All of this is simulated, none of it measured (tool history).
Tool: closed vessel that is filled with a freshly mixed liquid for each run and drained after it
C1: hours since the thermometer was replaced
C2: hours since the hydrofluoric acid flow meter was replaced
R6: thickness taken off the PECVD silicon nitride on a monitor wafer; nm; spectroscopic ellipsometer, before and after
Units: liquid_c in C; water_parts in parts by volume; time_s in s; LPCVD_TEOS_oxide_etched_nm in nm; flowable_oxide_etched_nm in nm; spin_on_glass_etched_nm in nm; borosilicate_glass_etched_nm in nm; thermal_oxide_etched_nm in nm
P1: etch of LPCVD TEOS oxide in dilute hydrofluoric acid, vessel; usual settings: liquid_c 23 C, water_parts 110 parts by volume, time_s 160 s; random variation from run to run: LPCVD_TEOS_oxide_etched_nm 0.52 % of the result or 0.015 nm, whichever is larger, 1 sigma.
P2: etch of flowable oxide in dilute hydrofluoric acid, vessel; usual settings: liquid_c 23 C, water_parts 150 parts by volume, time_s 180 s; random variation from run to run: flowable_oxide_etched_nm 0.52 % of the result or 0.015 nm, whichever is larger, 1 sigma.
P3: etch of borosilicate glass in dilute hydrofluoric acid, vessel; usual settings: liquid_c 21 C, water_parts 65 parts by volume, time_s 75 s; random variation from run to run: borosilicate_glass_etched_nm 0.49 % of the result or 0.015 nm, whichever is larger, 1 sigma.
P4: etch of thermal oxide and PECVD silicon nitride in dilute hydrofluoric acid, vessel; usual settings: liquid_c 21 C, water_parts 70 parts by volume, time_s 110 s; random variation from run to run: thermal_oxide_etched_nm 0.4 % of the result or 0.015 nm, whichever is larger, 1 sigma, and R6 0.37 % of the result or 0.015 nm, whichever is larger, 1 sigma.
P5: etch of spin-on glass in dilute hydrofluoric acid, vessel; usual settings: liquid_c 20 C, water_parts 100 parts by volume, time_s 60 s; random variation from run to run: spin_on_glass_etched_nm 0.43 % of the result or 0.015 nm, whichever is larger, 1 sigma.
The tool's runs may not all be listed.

run 1 day=0.308 | process=P1 liquid_c=23 water_parts=110 time_s=160 | C1=1533.4 C2=353.7 | LPCVD_TEOS_oxide_etched_nm=23.808
run 2 day=0.542 | process=P1 liquid_c=23 water_parts=180 time_s=300 | C1=1539 C2=359.3 | LPCVD_TEOS_oxide_etched_nm=25.218
run 3 day=0.896 | process=P2 liquid_c=17 water_parts=150 time_s=180 | C1=1547.5 C2=367.8 | flowable_oxide_etched_nm=24.062
run 4 day=1.346 | process=P1 liquid_c=23 water_parts=110 time_s=160 | C1=1558.3 C2=378.6 | LPCVD_TEOS_oxide_etched_nm=24.05
run 5 day=1.7 | process=P1 liquid_c=17.5 water_parts=110 time_s=160 | C1=1566.8 C2=387.1 | LPCVD_TEOS_oxide_etched_nm=18.985
run 6 day=2.167 | process=P2 liquid_c=23 water_parts=150 time_s=285 | C1=1578 C2=398.3 | flowable_oxide_etched_nm=48.742
run 7 day=2.525 | process=P5 liquid_c=20 water_parts=100 time_s=30 | C1=1586.6 C2=406.9 | spin_on_glass_etched_nm=11.042
run 8 day=2.879 | process=P3 liquid_c=29 water_parts=65 time_s=75 | C1=1595.1 C2=415.4 | borosilicate_glass_etched_nm=40.636
run 9 day=3.325 | process=P5 liquid_c=25 water_parts=100 time_s=60 | C1=1605.8 C2=426.1 | spin_on_glass_etched_nm=27.092
run 10 day=3.562 | process=P5 liquid_c=20 water_parts=100 time_s=60 | C1=1611.5 C2=431.8 | spin_on_glass_etched_nm=22.213
-- day=3.788 hydrofluoric acid flow meter replaced
run 11 day=3.988 | process=P4 liquid_c=17 water_parts=70 time_s=110 | C1=1621.7 C2=4.8 | thermal_oxide_etched_nm=5.4167 R6=5.5363
run 12 day=4.317 | process=P1 liquid_c=28.5 water_parts=110 time_s=160 | C1=1629.6 C2=12.7 | LPCVD_TEOS_oxide_etched_nm=29.466
run 13 day=4.804 | process=P1 liquid_c=23 water_parts=25 time_s=160 | C1=1641.3 C2=24.4 | LPCVD_TEOS_oxide_etched_nm=116.96
run 14 day=5.25 | process=P1 liquid_c=23 water_parts=110 time_s=245 | C1=1652 C2=35.1 | LPCVD_TEOS_oxide_etched_nm=36.58
run 15 day=5.675 | process=P3 liquid_c=21 water_parts=105 time_s=75 | C1=1662.2 C2=45.3 | borosilicate_glass_etched_nm=17.309
run 16 day=5.962 | process=P1 liquid_c=23 water_parts=110 time_s=160 | C1=1669.1 C2=52.2 | LPCVD_TEOS_oxide_etched_nm=23.813
run 17 day=6.442 | process=P1 liquid_c=23 water_parts=110 time_s=30 | C1=1680.6 C2=63.7 | LPCVD_TEOS_oxide_etched_nm=4.502
run 18 day=6.808 | process=P4 liquid_c=21 water_parts=70 time_s=110 | C1=1689.4 C2=72.5 | thermal_oxide_etched_nm=6.4115 R6=7.2858
run 19 day=7.2 | process=P1 liquid_c=23 water_parts=110 time_s=160 | C1=1698.8 C2=81.9 | LPCVD_TEOS_oxide_etched_nm=23.776
run 20 day=7.675 | process=P3 liquid_c=21 water_parts=65 time_s=135 | C1=1710.2 C2=93.3 | borosilicate_glass_etched_nm=52.041
run 21 day=8.146 | process=P5 liquid_c=20 water_parts=60 time_s=60 | C1=1721.5 C2=104.6 | spin_on_glass_etched_nm=38.318
run 22 day=8.438 | process=P3 liquid_c=21 water_parts=65 time_s=75 | C1=1728.5 C2=111.6 | borosilicate_glass_etched_nm=29.344
run 23 day=8.917 | process=P4 liquid_c=21 water_parts=70 time_s=110 | C1=1740 C2=123.1 | thermal_oxide_etched_nm=6.3947 R6=7.2847
run 24 day=9.396 | process=P1 liquid_c=23 water_parts=175 time_s=160 | C1=1751.5 C2=134.6 | LPCVD_TEOS_oxide_etched_nm=13.885
run 25 day=9.829 | process=P2 liquid_c=23 water_parts=25 time_s=180 | C1=1761.9 C2=145 | flowable_oxide_etched_nm=216.49
run 26 day=10.117 | process=P1 liquid_c=23 water_parts=110 time_s=160 | C1=1768.8 C2=151.9 | LPCVD_TEOS_oxide_etched_nm=24.053
run 27 day=10.562 | process=P2 liquid_c=23 water_parts=150 time_s=180 | C1=1779.5 C2=162.6 | flowable_oxide_etched_nm=30.826
run 28 day=10.783 | process=P4 liquid_c=21 water_parts=125 time_s=110 | C1=1784.8 C2=167.9 | thermal_oxide_etched_nm=3.37 R6=4.1695
run 29 day=11.233 | process=P3 liquid_c=21 water_parts=65 time_s=75 | C1=1795.6 C2=178.7 | borosilicate_glass_etched_nm=29.07
run 30 day=11.588 | process=P1 liquid_c=23 water_parts=110 time_s=160 | C1=1804.1 C2=187.2 | LPCVD_TEOS_oxide_etched_nm=23.955
run 31 day=11.833 | process=P5 liquid_c=20 water_parts=100 time_s=60 | C1=1810 C2=193.1 | spin_on_glass_etched_nm=21.882
run 32 day=12.3 | process=P2 liquid_c=23 water_parts=150 time_s=180 | C1=1821.2 C2=204.3 | flowable_oxide_etched_nm=30.793
run 33 day=12.612 | process=P4 liquid_c=21 water_parts=70 time_s=160 | C1=1828.7 C2=211.8 | thermal_oxide_etched_nm=9.3399 R6=10.523
run 34 day=13.054 | process=P1 liquid_c=23 water_parts=110 time_s=160 | C1=1839.3 C2=222.4 | LPCVD_TEOS_oxide_etched_nm=24.042
run 35 day=13.271 | process=P1 liquid_c=23 water_parts=110 time_s=160 | C1=1844.5 C2=227.6 | LPCVD_TEOS_oxide_etched_nm=23.306
run 36 day=13.6 | process=P1 liquid_c=23 water_parts=110 time_s=160 | C1=1852.4 C2=235.5 | LPCVD_TEOS_oxide_etched_nm=22.68
run 37 day=13.904 | process=P1 liquid_c=23 water_parts=110 time_s=160 | C1=1859.7 C2=242.8 | LPCVD_TEOS_oxide_etched_nm=22.233
run 38 day=14.375 | process=P1 liquid_c=23 water_parts=110 time_s=160 | C1=1871 C2=254.1 | LPCVD_TEOS_oxide_etched_nm=22.18
run 39 day=14.646 | process=P1 liquid_c=23 water_parts=110 time_s=160 | C1=1877.5 C2=260.6 | LPCVD_TEOS_oxide_etched_nm=21.866
run 40 day=14.867 | process=P1 liquid_c=23 water_parts=110 time_s=160 | C1=1882.8 C2=265.9 | LPCVD_TEOS_oxide_etched_nm=21.938
run 41 day=15.292 | process=P1 liquid_c=23 water_parts=110 time_s=160 | C1=1893 C2=276.1 | LPCVD_TEOS_oxide_etched_nm=21.912
run 42 day=15.583 | process=P1 liquid_c=23 water_parts=110 time_s=160 | C1=1900 C2=283.1 | LPCVD_TEOS_oxide_etched_nm=22.137

What P1 gives has crept away from where it was. These 2 causes fit the log equally well, each at the size given:
A: hydrofluoric acid flow below the setpoint (%) = 7.25
B: liquid colder than its thermometer reads (K) = 2.13
The creep began at about day 13.054.

4 check runs are offered, one wafer each, their results left as question marks. Which one tells the causes apart?
run check 1 day=15.875 | process=P5 liquid_c=20 water_parts=100 time_s=60 | spin_on_glass_etched_nm=?
run check 2 day=15.875 | process=P3 liquid_c=21 water_parts=65 time_s=75 | borosilicate_glass_etched_nm=?
run check 3 day=15.875 | process=P2 liquid_c=23 water_parts=150 time_s=180 | flowable_oxide_etched_nm=?
run check 4 day=15.875 | process=P4 liquid_c=21 water_parts=70 time_s=110 | thermal_oxide_etched_nm=? R6=?

What each check would give under each cause:
check=check_1 result=spin_on_glass_etched_nm if_A=20.27 if_B=20.182
check=check_2 result=borosilicate_glass_etched_nm if_A=26.954 if_B=26.734
check=check_3 result=flowable_oxide_etched_nm if_A=28.156 if_B=28.302
check=check_4 result=thermal_oxide_etched_nm if_A=5.8978 if_B=5.8536
check=check_4 result=R6 if_A=6.7641 if_B=6.2862
How far apart the two closest causes lie, in the result that separates them most: check 1 0.44 %; check 2 0.82 %; check 3 0.52 %; check 4 7.33 %
Only check 4 tells the causes apart: in the others they would give nearly the same result.

Then check 4 was run and gave: thermal_oxide_etched_nm 5.8015 nm; R6 6.3174 nm. Which cause is it?

It is B: liquid colder than its thermometer reads (K).
